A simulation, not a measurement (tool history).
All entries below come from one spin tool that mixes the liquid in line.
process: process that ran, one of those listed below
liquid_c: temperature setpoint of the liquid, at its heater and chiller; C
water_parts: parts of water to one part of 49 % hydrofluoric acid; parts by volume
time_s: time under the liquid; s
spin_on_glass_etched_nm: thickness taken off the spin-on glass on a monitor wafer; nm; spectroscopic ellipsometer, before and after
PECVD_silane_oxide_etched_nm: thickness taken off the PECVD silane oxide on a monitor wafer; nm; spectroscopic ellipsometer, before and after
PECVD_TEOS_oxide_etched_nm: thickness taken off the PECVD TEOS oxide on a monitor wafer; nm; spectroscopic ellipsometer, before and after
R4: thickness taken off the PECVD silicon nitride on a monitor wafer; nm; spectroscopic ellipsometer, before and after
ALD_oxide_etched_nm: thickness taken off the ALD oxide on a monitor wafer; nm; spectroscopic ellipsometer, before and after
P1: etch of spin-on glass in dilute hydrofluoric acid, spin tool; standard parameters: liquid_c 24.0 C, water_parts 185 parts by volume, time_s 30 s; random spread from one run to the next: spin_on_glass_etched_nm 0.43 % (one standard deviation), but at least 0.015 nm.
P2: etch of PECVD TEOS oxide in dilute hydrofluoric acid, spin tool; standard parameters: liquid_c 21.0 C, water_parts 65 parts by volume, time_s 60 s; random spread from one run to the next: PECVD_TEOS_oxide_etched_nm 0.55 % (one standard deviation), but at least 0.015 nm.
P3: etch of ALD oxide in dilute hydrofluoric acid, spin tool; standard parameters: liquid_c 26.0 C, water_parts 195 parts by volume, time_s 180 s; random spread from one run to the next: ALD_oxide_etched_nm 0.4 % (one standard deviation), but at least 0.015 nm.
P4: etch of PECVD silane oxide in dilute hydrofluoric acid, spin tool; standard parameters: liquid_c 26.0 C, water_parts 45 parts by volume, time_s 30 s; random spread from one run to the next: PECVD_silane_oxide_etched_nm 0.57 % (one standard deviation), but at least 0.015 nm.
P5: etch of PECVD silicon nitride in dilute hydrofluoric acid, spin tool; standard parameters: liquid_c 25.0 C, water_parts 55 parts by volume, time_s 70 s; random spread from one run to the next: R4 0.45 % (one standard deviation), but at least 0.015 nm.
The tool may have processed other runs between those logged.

run 1 hour=4.6 | process=P1 liquid_c=24.0 water_parts=185 time_s=30 | spin_on_glass_etched_nm=5.0899
run 2 hour=7.4 | process=P4 liquid_c=26.0 water_parts=45 time_s=30 | PECVD_silane_oxide_etched_nm=37.484
run 3 hour=12.5 | process=P2 liquid_c=21.0 water_parts=65 time_s=25 | PECVD_TEOS_oxide_etched_nm=10.110
run 4 hour=18.4 | process=P1 liquid_c=24.0 water_parts=100 time_s=15 | spin_on_glass_etched_nm=5.2135
run 5 hour=21.8 | process=P5 liquid_c=32.0 water_parts=55 time_s=70 | R4=9.7413
run 6 hour=25.9 | process=P1 liquid_c=24.0 water_parts=185 time_s=30 | spin_on_glass_etched_nm=5.1075
run 7 hour=28.9 | process=P1 liquid_c=19.0 water_parts=75 time_s=30 | spin_on_glass_etched_nm=11.5620
run 8 hour=31.9 | process=P5 liquid_c=25.0 water_parts=55 time_s=40 | R4=3.5959
run 9 hour=36.5 | process=P1 liquid_c=24.0 water_parts=250 time_s=55 | spin_on_glass_etched_nm=6.4381
run 10 hour=40.1 | process=P5 liquid_c=25.0 water_parts=55 time_s=70 | R4=6.2691
run 11 hour=43.5 | process=P2 liquid_c=21.0 water_parts=40 time_s=60 | PECVD_TEOS_oxide_etched_nm=39.891
run 12 hour=47.6 | process=P1 liquid_c=24.0 water_parts=185 time_s=50 | spin_on_glass_etched_nm=8.5041
run 13 hour=53.5 | process=P1 liquid_c=24.0 water_parts=110 time_s=30 | spin_on_glass_etched_nm=9.2464
run 14 hour=56.8 | process=P4 liquid_c=26.0 water_parts=20 time_s=30 | PECVD_silane_oxide_etched_nm=87.533
run 15 hour=59.7 | process=P1 liquid_c=24.0 water_parts=185 time_s=30 | spin_on_glass_etched_nm=5.1240
run 16 hour=64.7 | process=P3 liquid_c=30.5 water_parts=195 time_s=180 | ALD_oxide_etched_nm=16.1360
-- hour=69.1 hydrofluoric acid flow meter replaced
run 17 hour=70.7 | process=P1 liquid_c=24.0 water_parts=185 time_s=30 | spin_on_glass_etched_nm=5.1038
run 18 hour=74.5 | process=P1 liquid_c=24.0 water_parts=290 time_s=30 | spin_on_glass_etched_nm=2.9172
run 19 hour=78.2 | process=P3 liquid_c=26.0 water_parts=195 time_s=180 | ALD_oxide_etched_nm=13.7090
run 20 hour=83.6 | process=P4 liquid_c=26.0 water_parts=45 time_s=30 | PECVD_silane_oxide_etched_nm=37.123
run 21 hour=87.8 | process=P1 liquid_c=24.0 water_parts=185 time_s=15 | spin_on_glass_etched_nm=2.5307
run 22 hour=93.5 | process=P3 liquid_c=26.0 water_parts=195 time_s=90 | ALD_oxide_etched_nm=6.9019
run 23 hour=97.3 | process=P5 liquid_c=25.0 water_parts=100 time_s=70 | R4=3.4807
run 24 hour=101.1 | process=P2 liquid_c=21.0 water_parts=65 time_s=60 | PECVD_TEOS_oxide_etched_nm=24.259
run 25 hour=104.1 | process=P1 liquid_c=19.0 water_parts=185 time_s=30 | spin_on_glass_etched_nm=4.2208
run 26 hour=107.5 | process=P1 liquid_c=29.0 water_parts=185 time_s=30 | spin_on_glass_etched_nm=6.0937
-- hour=108.6 thermometer replaced
run 27 hour=111.3 | process=P4 liquid_c=26.0 water_parts=45 time_s=15 | PECVD_silane_oxide_etched_nm=18.823
run 28 hour=114.7 | process=P4 liquid_c=31.0 water_parts=45 time_s=30 | PECVD_silane_oxide_etched_nm=45.599
run 29 hour=120.5 | process=P1 liquid_c=24.0 water_parts=185 time_s=30 | spin_on_glass_etched_nm=5.0920
run 30 hour=126.4 | process=P3 liquid_c=26.0 water_parts=105 time_s=180 | ALD_oxide_etched_nm=28.3910
run 31 hour=129.3 | process=P2 liquid_c=26.5 water_parts=65 time_s=60 | PECVD_TEOS_oxide_etched_nm=30.316
run 32 hour=134.1 | process=P1 liquid_c=24.0 water_parts=185 time_s=30 | spin_on_glass_etched_nm=5.0709
run 33 hour=136.7 | process=P1 liquid_c=24.0 water_parts=185 time_s=30 | spin_on_glass_etched_nm=5.1865
run 34 hour=142.5 | process=P1 liquid_c=24.0 water_parts=185 time_s=30 | spin_on_glass_etched_nm=5.2974
run 35 hour=145.4 | process=P1 liquid_c=24.0 water_parts=185 time_s=30 | spin_on_glass_etched_nm=5.3581
run 36 hour=151.1 | process=P1 liquid_c=24.0 water_parts=185 time_s=30 | spin_on_glass_etched_nm=5.3551
run 37 hour=154.5 | process=P1 liquid_c=24.0 water_parts=185 time_s=30 | spin_on_glass_etched_nm=5.3686
run 38 hour=158.9 | process=P1 liquid_c=24.0 water_parts=185 time_s=30 | spin_on_glass_etched_nm=5.3966
run 39 hour=163.2 | process=P1 liquid_c=24.0 water_parts=185 time_s=30 | spin_on_glass_etched_nm=5.4086

Something has made what P1 gives creep away from where it was; the 2 causes below, each at its own stated size, fit the log equally well:
A: hydrofluoric acid flow above the setpoint (%) = 4.8
B: liquid hotter than its thermometer reads (K) = 1.52
The onset of the drift is placed at about hour 134.1.

Of the 4 check runs listed below, each run on one wafer and each result written as a question mark, which would let you distinguish the listed causes because they would give clearly different results?
run check 1 hour=167.5 | process=P4 liquid_c=26.0 water_parts=45 time_s=30 | PECVD_silane_oxide_etched_nm=?
run check 2 hour=167.5 | process=P3 liquid_c=26.0 water_parts=195 time_s=180 | ALD_oxide_etched_nm=?
run check 3 hour=167.5 | process=P2 liquid_c=21.0 water_parts=65 time_s=60 | PECVD_TEOS_oxide_etched_nm=?
run check 4 hour=167.5 | process=P5 liquid_c=25.0 water_parts=55 time_s=70 | R4=?

Predicted outcomes, by check and by cause:
check=check_1 result=PECVD_silane_oxide_etched_nm if_A=39.275 if_B=39.738
check=check_2 result=ALD_oxide_etched_nm if_A=14.6190 if_B=14.5850
check=check_3 result=PECVD_TEOS_oxide_etched_nm if_A=25.389 if_B=25.707
check=check_4 result=R4 if_A=6.5344 if_B=6.9030
Gap, in per cent, between the two causes that each check separates least, read from the result that separates them most: check 1 1.17 %; check 2 0.24 %; check 3 1.24 %; check 4 5.49 %
The other checks would show nearly matching results whichever cause is true, so check 4 is the only one that separates the causes.

Here is what check 4 returned: R4 6.8862 nm. Which cause is it?

The correct cause is B, namely: liquid hotter than its thermometer reads (K).
